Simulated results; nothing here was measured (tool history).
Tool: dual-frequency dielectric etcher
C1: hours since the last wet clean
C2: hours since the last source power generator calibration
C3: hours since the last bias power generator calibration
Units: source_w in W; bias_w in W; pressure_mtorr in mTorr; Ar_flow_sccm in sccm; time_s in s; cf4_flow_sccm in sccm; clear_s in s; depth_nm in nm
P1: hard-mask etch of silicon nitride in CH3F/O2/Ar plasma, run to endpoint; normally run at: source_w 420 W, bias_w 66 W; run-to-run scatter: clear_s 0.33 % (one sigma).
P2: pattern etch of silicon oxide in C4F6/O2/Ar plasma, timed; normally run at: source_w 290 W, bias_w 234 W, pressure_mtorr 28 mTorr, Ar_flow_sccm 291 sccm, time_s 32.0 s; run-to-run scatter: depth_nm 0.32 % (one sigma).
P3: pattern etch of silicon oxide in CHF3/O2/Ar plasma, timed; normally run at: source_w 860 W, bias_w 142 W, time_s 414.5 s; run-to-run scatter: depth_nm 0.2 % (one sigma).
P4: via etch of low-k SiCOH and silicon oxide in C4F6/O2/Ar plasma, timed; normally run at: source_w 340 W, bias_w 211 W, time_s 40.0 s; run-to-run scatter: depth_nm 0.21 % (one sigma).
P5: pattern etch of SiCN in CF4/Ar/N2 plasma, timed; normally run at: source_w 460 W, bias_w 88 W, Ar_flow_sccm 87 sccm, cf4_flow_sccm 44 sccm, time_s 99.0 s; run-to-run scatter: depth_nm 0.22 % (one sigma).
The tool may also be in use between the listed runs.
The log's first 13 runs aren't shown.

run 14 hour=70.6 | process=P4 source_w=340 bias_w=211 time_s=22.0 | C1=154.4 C2=2184.3 C3=508.5 | depth_nm=55.536
run 15 hour=76.8 | process=P1 source_w=490 bias_w=66 | C1=160.6 C2=2190.5 C3=514.7 | clear_s=73.743
run 16 hour=80.2 | process=P2 source_w=290 bias_w=234 pressure_mtorr=28 Ar_flow_sccm=399 time_s=32.0 | C1=164.0 C2=2193.9 C3=518.1 | depth_nm=95.216
run 17 hour=85.0 | process=P4 source_w=340 bias_w=211 time_s=40.0 | C1=168.8 C2=2198.7 C3=522.9 | depth_nm=100.990
run 18 hour=91.0 | process=P5 source_w=460 bias_w=88 Ar_flow_sccm=50 time_s=99.0 cf4_flow_sccm=44 | C1=174.8 C2=2204.7 C3=528.9 | depth_nm=99.531
run 19 hour=96.5 | process=P5 source_w=460 bias_w=88 Ar_flow_sccm=87 time_s=99.0 cf4_flow_sccm=44 | C1=180.3 C2=2210.2 C3=534.4 | depth_nm=92.042
run 20 hour=102.0 | process=P1 source_w=420 bias_w=66 | C1=185.8 C2=2215.7 C3=539.9 | clear_s=77.535
run 21 hour=105.2 | process=P4 source_w=340 bias_w=152 time_s=40.0 | C1=189.0 C2=2218.9 C3=543.1 | depth_nm=91.042
run 22 hour=112.0 | process=P2 source_w=360 bias_w=234 pressure_mtorr=28 Ar_flow_sccm=291 time_s=32.0 | C1=195.8 C2=2225.7 C3=549.9 | depth_nm=107.270
run 23 hour=118.1 | process=P3 source_w=860 bias_w=177 time_s=414.5 | C1=201.9 C2=2231.8 C3=556.0 | depth_nm=930.060

The next listed run, before its measurement:
run 24 hour=123.8 | process=P1 source_w=420 bias_w=80 | C1=207.6 C2=2237.5 C3=561.7 | clear_s=?

clear_s: 73.134 s

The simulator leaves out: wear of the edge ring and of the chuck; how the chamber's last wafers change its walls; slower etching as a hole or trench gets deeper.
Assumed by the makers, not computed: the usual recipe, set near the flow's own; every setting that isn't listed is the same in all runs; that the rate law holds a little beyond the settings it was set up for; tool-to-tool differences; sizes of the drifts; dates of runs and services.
